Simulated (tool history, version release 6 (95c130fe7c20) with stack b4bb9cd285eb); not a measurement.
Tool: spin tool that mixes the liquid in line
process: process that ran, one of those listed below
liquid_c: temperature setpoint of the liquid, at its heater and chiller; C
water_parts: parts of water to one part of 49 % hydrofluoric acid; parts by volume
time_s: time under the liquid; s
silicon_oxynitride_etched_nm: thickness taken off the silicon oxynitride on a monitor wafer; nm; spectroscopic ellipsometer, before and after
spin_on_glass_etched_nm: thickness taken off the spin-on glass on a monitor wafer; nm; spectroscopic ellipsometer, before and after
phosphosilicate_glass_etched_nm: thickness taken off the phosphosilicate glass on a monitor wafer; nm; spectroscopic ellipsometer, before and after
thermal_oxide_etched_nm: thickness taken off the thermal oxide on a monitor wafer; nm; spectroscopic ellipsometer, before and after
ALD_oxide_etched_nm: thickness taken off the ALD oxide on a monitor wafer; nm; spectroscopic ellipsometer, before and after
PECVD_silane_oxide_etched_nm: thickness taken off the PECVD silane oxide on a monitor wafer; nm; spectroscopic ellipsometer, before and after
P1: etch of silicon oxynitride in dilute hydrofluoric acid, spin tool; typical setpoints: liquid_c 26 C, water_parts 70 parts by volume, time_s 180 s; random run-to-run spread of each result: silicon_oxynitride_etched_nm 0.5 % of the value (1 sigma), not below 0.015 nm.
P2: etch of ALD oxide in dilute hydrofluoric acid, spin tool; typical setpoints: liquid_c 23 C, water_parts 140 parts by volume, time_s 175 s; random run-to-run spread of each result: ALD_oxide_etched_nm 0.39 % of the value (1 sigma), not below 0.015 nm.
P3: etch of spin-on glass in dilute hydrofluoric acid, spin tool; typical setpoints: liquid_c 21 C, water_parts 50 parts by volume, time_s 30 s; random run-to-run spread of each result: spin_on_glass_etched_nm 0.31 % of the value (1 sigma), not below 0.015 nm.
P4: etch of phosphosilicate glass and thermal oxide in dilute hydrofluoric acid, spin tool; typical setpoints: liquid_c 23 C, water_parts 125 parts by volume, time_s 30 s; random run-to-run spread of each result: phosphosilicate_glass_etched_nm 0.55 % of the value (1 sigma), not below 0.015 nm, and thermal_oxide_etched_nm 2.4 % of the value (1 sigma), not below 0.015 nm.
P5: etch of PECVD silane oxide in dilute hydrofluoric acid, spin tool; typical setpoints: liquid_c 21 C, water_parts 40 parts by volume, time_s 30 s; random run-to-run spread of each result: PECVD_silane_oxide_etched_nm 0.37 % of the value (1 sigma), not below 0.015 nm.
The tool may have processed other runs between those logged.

run,hour,process,liquid_c,water_parts,time_s,silicon_oxynitride_etched_nm,spin_on_glass_etched_nm,phosphosilicate_glass_etched_nm,thermal_oxide_etched_nm,ALD_oxide_etched_nm,PECVD_silane_oxide_etched_nm
1,3.6,P1,26,70,180,13.597,,,,,
2,6.3,P3,21,20,30,,49.731,,,,
3,10.9,P1,20.5,70,180,10.327,,,,,
4,13.8,P1,26,70,180,13.573,,,,,
5,16.3,P1,26,20,180,48.997,,,,,
6,20.1,P4,23,125,30,,,16.573,1.1434,,
7,23.6,P3,21,50,15,,9.6248,,,,
8,25.9,P4,23,125,30,,,16.595,1.1175,,
9,28.9,P4,23,125,15,,,8.3093,0.55344,,
10,34,P2,23,215,175,,,,,17.849,
11,38.9,P2,23,140,175,,,,,29.568,
12,41.8,P2,29,140,175,,,,,37.438,
13,44.2,P5,21,40,60,,,,,,54.072
# hour 44.7: thermometer replaced
14,49.1,P1,26,70,70,5.2912,,,,,
15,53.5,P5,26.5,40,30,,,,,,34.098
16,57.7,P3,21,50,30,,19.191,,,,
# hour 59.5: hydrofluoric acid flow meter replaced
17,62.6,P1,26,70,320,24.071,,,,,
18,65.6,P1,26,70,180,13.515,,,,,
19,69.3,P4,17,125,30,,,13.144,0.88737,,
20,72.4,P1,26,70,180,13.565,,,,,
21,75,P5,21,40,30,,,,,,27.169
22,77.2,P2,23,140,175,,,,,29.86,
23,80.8,P1,21.5,70,35,2.1292,,,,,
24,84.4,P4,23,30,30,,,78.139,5.069,,
25,86.9,P5,21,60,30,,,,,,17.715
26,90.6,P2,23,140,315,,,,,53.538,
27,93.4,P3,17,50,30,,16.234,,,,
28,97.9,P1,31.5,70,180,17.425,,,,,
29,102.5,P1,26,115,180,7.9165,,,,,
30,107.3,P1,26,70,180,13.45,,,,,
31,111.9,P1,26,70,180,13.879,,,,,
32,116.2,P1,26,70,180,14.343,,,,,
33,120.8,P1,26,70,180,14.434,,,,,
34,123.8,P1,26,70,180,14.665,,,,,
35,128.7,P1,26,70,180,14.707,,,,,
36,133.6,P1,26,70,180,14.868,,,,,
37,137.7,P1,26,70,180,14.88,,,,,
38,142.7,P1,26,70,180,14.872,,,,,
39,146.8,P1,26,70,180,14.806,,,,,
40,151.6,P1,26,70,180,14.983,,,,,
41,155.3,P1,26,70,180,15.104,,,,,

P1 no longer gives what it gave before; its output has crept away from where it was. The following 2 causes, each at its listed size, fit the log equally well:
A: hydrofluoric acid flow above the setpoint (%) = 9.99
B: liquid hotter than its thermometer reads (K) = 2.15
Onset of the creep was near hour 107.3.

The check runs listed below each take one wafer, and their results are still question marks. Under which run would the listed causes lead to clearly different results?
check 1,159,P5,21,40,45,,,,,,?
check 2,159,P2,29,140,280,,,,,?,
check 3,159,P4,18.5,50,30,,,?,?,,
check 4,159,P3,21,30,15,,?,,,,

Expected result of each check under each candidate cause:
check,result,if A,if B
check 1,PECVD_silane_oxide_etched_nm,45.026,44.618
check 2,ALD_oxide_etched_nm,66.913,64.671
check 3,phosphosilicate_glass_etched_nm,41.754,41.387
check 3,thermal_oxide_etched_nm,2.8127,2.788
check 4,spin_on_glass_etched_nm,18.102,17.973
How far apart the two closest causes lie, in the result that separates them most: check 1 0.91 %; check 2 3.41 %; check 3 0.88 %; check 4 0.72 %
Only check 2 tells the causes apart: in the others they would give nearly the same result.

Running check 2 produced the following: ALD_oxide_etched_nm 64.376 nm. Which one of the listed causes fits?

The correct cause is B, namely: liquid hotter than its thermometer reads (K).
